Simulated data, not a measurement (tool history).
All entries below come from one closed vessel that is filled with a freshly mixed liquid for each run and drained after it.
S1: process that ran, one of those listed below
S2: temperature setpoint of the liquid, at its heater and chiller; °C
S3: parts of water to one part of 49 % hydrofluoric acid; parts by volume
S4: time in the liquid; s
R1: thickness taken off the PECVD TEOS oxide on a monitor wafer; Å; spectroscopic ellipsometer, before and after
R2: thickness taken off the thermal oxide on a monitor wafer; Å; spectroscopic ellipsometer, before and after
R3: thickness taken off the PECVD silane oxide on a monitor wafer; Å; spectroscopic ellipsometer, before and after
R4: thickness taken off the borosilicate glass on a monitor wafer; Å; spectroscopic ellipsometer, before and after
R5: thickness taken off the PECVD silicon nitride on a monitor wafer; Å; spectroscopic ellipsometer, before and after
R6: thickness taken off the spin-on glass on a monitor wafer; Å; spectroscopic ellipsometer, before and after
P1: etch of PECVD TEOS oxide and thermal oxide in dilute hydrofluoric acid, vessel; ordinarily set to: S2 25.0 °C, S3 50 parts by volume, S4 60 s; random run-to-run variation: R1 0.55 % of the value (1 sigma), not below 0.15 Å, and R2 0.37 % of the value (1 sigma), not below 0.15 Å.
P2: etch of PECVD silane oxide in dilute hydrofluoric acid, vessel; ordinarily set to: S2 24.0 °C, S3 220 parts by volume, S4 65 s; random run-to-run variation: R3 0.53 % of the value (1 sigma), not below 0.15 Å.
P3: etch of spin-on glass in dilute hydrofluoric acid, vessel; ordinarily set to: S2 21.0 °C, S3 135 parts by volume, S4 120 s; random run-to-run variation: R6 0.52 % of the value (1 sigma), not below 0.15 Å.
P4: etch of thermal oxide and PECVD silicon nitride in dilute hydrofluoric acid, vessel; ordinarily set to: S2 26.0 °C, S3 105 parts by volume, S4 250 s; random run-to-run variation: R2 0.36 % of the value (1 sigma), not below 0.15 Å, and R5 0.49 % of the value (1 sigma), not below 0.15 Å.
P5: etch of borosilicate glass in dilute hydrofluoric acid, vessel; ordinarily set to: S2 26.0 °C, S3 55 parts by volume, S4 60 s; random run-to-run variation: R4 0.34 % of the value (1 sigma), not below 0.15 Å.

Run 1, hour 6.0: S1 P1, S2 25.0 °C, S3 50 parts by volume, S4 60 s. Result: R1 111.140 Å, R2 65.632 Å.
Run 2, hour 15.0: S1 P1, S2 25.0 °C, S3 50 parts by volume, S4 60 s. Result: R1 110.520 Å, R2 64.874 Å.
Run 3, hour 25.0: S1 P2, S2 24.0 °C, S3 75 parts by volume, S4 65 s. Result: R3 439.370 Å.
At hour 29.8: thermometer replaced.
Run 4, hour 35.0: S1 P1, S2 32.0 °C, S3 50 parts by volume, S4 60 s. Result: R1 146.940 Å, R2 86.355 Å.
Run 5, hour 42.2: S1 P1, S2 25.0 °C, S3 50 parts by volume, S4 105 s. Result: R1 192.720 Å, R2 115.350 Å.
Run 6, hour 50.5: S1 P1, S2 25.0 °C, S3 50 parts by volume, S4 60 s. Result: R1 111.290 Å, R2 65.233 Å.
Run 7, hour 56.5: S1 P5, S2 26.0 °C, S3 55 parts by volume, S4 60 s. Result: R4 466.11 Å.
Run 8, hour 65.2: S1 P1, S2 25.0 °C, S3 50 parts by volume, S4 60 s. Result: R1 111.260 Å, R2 64.840 Å.
Run 9, hour 71.7: S1 P4, S2 26.0 °C, S3 55 parts by volume, S4 250 s. Result: R2 233.790 Å, R5 131.260 Å.
Run 10, hour 82.0: S1 P1, S2 25.0 °C, S3 50 parts by volume, S4 60 s. Result: R1 111.310 Å, R2 65.294 Å.
Run 11, hour 91.0: S1 P5, S2 26.0 °C, S3 25 parts by volume, S4 60 s. Result: R4 1077.30 Å.
Run 12, hour 101.6: S1 P3, S2 17.0 °C, S3 135 parts by volume, S4 120 s. Result: R6 258.84 Å.
Run 13, hour 106.3: S1 P2, S2 17.0 °C, S3 220 parts by volume, S4 65 s. Result: R3 96.518 Å.
Run 14, hour 116.7: S1 P1, S2 30.0 °C, S3 80 parts by volume, S4 60 s. Result: R1 80.743 Å, R2 47.722 Å.
Run 15, hour 124.0: S1 P2, S2 24.0 °C, S3 220 parts by volume, S4 65 s. Result: R3 127.120 Å.
Run 16, hour 133.3: S1 P3, S2 21.0 °C, S3 30 parts by volume, S4 120 s. Result: R6 1537.80 Å.
Run 17, hour 140.6: S1 P3, S2 21.0 °C, S3 135 parts by volume, S4 120 s. Result: R6 300.76 Å.
Run 18, hour 148.2: S1 P1, S2 25.0 °C, S3 20 parts by volume, S4 60 s. Result: R1 288.680 Å, R2 170.000 Å.
Run 19, hour 157.3: S1 P3, S2 21.0 °C, S3 135 parts by volume, S4 190 s. Result: R6 475.71 Å.
Run 20, hour 162.0: S1 P4, S2 26.0 °C, S3 105 parts by volume, S4 250 s. Result: R2 113.880 Å, R5 69.535 Å.
Run 21, hour 170.0: S1 P1, S2 21.5 °C, S3 50 parts by volume, S4 60 s. Result: R1 95.590 Å, R2 56.487 Å.
Run 22, hour 178.4: S1 P5, S2 33.5 °C, S3 55 parts by volume, S4 60 s. Result: R4 628.81 Å.
Run 23, hour 186.4: S1 P1, S2 25.0 °C, S3 50 parts by volume, S4 30 s. Result: R1 55.737 Å, R2 32.555 Å.
Run 24, hour 196.5: S1 P5, S2 26.0 °C, S3 55 parts by volume, S4 115 s. Result: R4 896.66 Å.
Run 25, hour 202.3: S1 P2, S2 24.0 °C, S3 220 parts by volume, S4 30 s. Result: R3 58.839 Å.
Run 26, hour 207.1: S1 P4, S2 26.0 °C, S3 105 parts by volume, S4 380 s. Result: R2 174.390 Å, R5 105.070 Å.
Run 27, hour 216.1: S1 P1, S2 25.0 °C, S3 90 parts by volume, S4 60 s. Result: R1 58.561 Å, R2 34.390 Å.
Run 28, hour 223.3: S1 P4, S2 22.0 °C, S3 105 parts by volume, S4 250 s. Result: R2 98.050 Å, R5 53.782 Å.
Run 29, hour 229.2: S1 P1, S2 25.0 °C, S3 50 parts by volume, S4 60 s. Result: R1 111.420 Å, R2 65.330 Å.
Run 30, hour 238.7: S1 P1, S2 25.0 °C, S3 50 parts by volume, S4 60 s. Result: R1 111.680 Å, R2 64.660 Å.
Run 31, hour 244.3: S1 P1, S2 25.0 °C, S3 50 parts by volume, S4 60 s. Result: R1 108.180 Å, R2 63.386 Å.
Run 32, hour 251.4: S1 P1, S2 25.0 °C, S3 50 parts by volume, S4 60 s. Result: R1 106.640 Å, R2 62.629 Å.
Run 33, hour 257.9: S1 P1, S2 25.0 °C, S3 50 parts by volume, S4 60 s. Result: R1 106.140 Å, R2 61.874 Å.
Run 34, hour 266.1: S1 P1, S2 25.0 °C, S3 50 parts by volume, S4 60 s. Result: R1 103.340 Å, R2 61.023 Å.
Run 35, hour 275.7: S1 P1, S2 25.0 °C, S3 50 parts by volume, S4 60 s. Result: R1 102.130 Å, R2 60.871 Å.
Run 36, hour 286.0: S1 P1, S2 25.0 °C, S3 50 parts by volume, S4 60 s. Result: R1 101.680 Å, R2 60.267 Å.
Run 37, hour 294.7: S1 P1, S2 25.0 °C, S3 50 parts by volume, S4 60 s. Result: R1 101.150 Å, R2 60.552 Å.
Run 38, hour 304.1: S1 P1, S2 25.0 °C, S3 50 parts by volume, S4 60 s. Result: R1 102.970 Å, R2 60.259 Å.
Run 39, hour 308.7: S1 P1, S2 25.0 °C, S3 50 parts by volume, S4 60 s. Result: R1 101.560 Å, R2 59.719 Å.
Run 40, hour 314.9: S1 P1, S2 25.0 °C, S3 50 parts by volume, S4 60 s. Result: R1 100.420 Å, R2 59.864 Å.
Run 41, hour 320.0: S1 P1, S2 25.0 °C, S3 50 parts by volume, S4 60 s. Result: R1 102.280 Å, R2 59.647 Å.

P1 has crept away from where it was. The log is fitted equally well by each of these 2 causes, at the sizes shown:
A: liquid colder than its thermometer reads (K) = 2.14
B: hydrofluoric acid flow below the setpoint (%) = 7.89
The onset of the drift is placed at about hour 238.7.

4 check runs are offered, one wafer each, their results left as question marks. Which one tells the causes apart?
Run check 1, hour 325.1: S1 P2, S2 24.0 °C, S3 100 parts by volume, S4 65 s. Result: R3 ?.
Run check 2, hour 325.1: S1 P4, S2 23.0 °C, S3 55 parts by volume, S4 250 s. Result: R2 ?, R5 ?.
Run check 3, hour 325.1: S1 P3, S2 17.5 °C, S3 135 parts by volume, S4 120 s. Result: R6 ?.
Run check 4, hour 325.1: S1 P5, S2 32.5 °C, S3 55 parts by volume, S4 100 s. Result: R4 ?.

What each check would give under each cause:
  check  result     if A     if B
check 1      R3  293.400  291.330
check 2      R2  189.020  189.210
check 2      R5   92.825   99.136
check 3      R6   239.38   238.26
check 4      R4   925.78   919.18
How far apart the two closest causes lie, in the result that separates them most: check 1 0.71 %; check 2 6.58 %; check 3 0.47 %; check 4 0.72 %
Check 2 distinguishes between the causes, while the remaining checks would return nearly the same result for all of them.

Check 2 has now been run. It gave: R2 189.350 Å; R5 99.230 Å. Which of the candidate causes is it?

The correct cause is B, namely: hydrofluoric acid flow below the setpoint (%).
